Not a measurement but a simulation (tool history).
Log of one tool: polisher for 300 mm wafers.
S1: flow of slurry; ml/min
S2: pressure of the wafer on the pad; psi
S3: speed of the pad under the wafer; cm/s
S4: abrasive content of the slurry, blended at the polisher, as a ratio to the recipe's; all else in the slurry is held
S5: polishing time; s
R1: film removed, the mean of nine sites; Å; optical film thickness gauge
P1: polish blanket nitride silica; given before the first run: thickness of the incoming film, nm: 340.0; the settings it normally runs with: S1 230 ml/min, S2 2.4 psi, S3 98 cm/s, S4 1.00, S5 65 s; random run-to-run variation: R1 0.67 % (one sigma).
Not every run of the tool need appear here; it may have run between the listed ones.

| run | hour | S1 | S2 | S3 | S4 | S5 | R1 |
|---|---|---|---|---|---|---|---|
| 1 | 5.9 | 230 | 2.4 | 98 | 1.00 | 65 | 298.06 |
| 2 | 12.6 | 230 | 2.4 | 98 | 0.55 | 99 | 328.58 |
| 3 | 18.8 | 230 | 2.4 | 98 | 1.00 | 65 | 298.09 |
| 4 | 23.9 | 230 | 3.0 | 98 | 1.00 | 65 | 369.15 |
|  | 26.6 | slurry nozzle cleaned |
| 5 | 30.2 | 140 | 2.4 | 98 | 1.00 | 65 | 276.32 |
| 6 | 35.9 | 230 | 2.4 | 98 | 1.00 | 65 | 298.57 |
| 7 | 42.7 | 230 | 2.4 | 144 | 1.00 | 65 | 407.05 |
| 8 | 51.8 | 230 | 2.4 | 98 | 1.00 | 65 | 296.55 |
| 9 | 58.7 | 230 | 2.4 | 98 | 1.00 | 65 | 297.38 |
| 10 | 66.5 | 305 | 2.4 | 98 | 1.00 | 65 | 306.94 |
| 11 | 72.8 | 230 | 3.4 | 98 | 0.65 | 65 | 340.79 |
| 12 | 77.4 | 230 | 2.4 | 98 | 0.55 | 65 | 217.49 |
| 13 | 85.5 | 230 | 2.4 | 98 | 1.00 | 32 | 146.43 |
| 14 | 94.8 | 230 | 2.4 | 48 | 1.00 | 65 | 168.13 |
| 15 | 103.3 | 230 | 2.4 | 98 | 1.00 | 98 | 449.63 |
| 16 | 108.5 | 230 | 2.4 | 98 | 1.00 | 65 | 298.62 |
| 17 | 112.7 | 230 | 2.4 | 98 | 1.50 | 65 | 351.11 |
| 18 | 121.4 | 230 | 3.4 | 138 | 1.00 | 65 | 553.57 |
| 19 | 128.4 | 230 | 2.4 | 98 | 1.00 | 65 | 294.57 |
| 20 | 137.2 | 230 | 1.5 | 98 | 1.00 | 65 | 186.24 |
| 21 | 141.9 | 230 | 2.4 | 98 | 1.00 | 65 | 297.41 |
| 22 | 149.0 | 230 | 2.4 | 98 | 1.00 | 65 | 284.40 |
| 23 | 156.6 | 230 | 2.4 | 98 | 1.00 | 65 | 279.74 |
| 24 | 163.4 | 230 | 2.4 | 98 | 1.00 | 65 | 273.95 |
| 25 | 167.5 | 230 | 2.4 | 98 | 1.00 | 65 | 271.85 |
|  | 171.1 | worn pad replaced by a new one |
| 26 | 173.1 | 230 | 2.4 | 98 | 1.00 | 65 | 268.99 |
|  | 176.1 | conditioning disc replaced and pad reconditioned |
|  | 176.5 | slurry nozzle cleaned |
| 27 | 177.3 | 230 | 2.4 | 98 | 1.00 | 65 | 265.13 |
| 28 | 185.9 | 230 | 2.4 | 98 | 1.00 | 65 | 264.69 |
| 29 | 191.7 | 230 | 2.4 | 98 | 1.00 | 65 | 265.97 |
| 30 | 199.4 | 230 | 2.4 | 98 | 1.00 | 65 | 263.12 |

Forecast run 31:
| 31 | 205.6 | 230 | 2.4 | 98 | 1.00 | 65 | ? |

R1: 262.42 Å
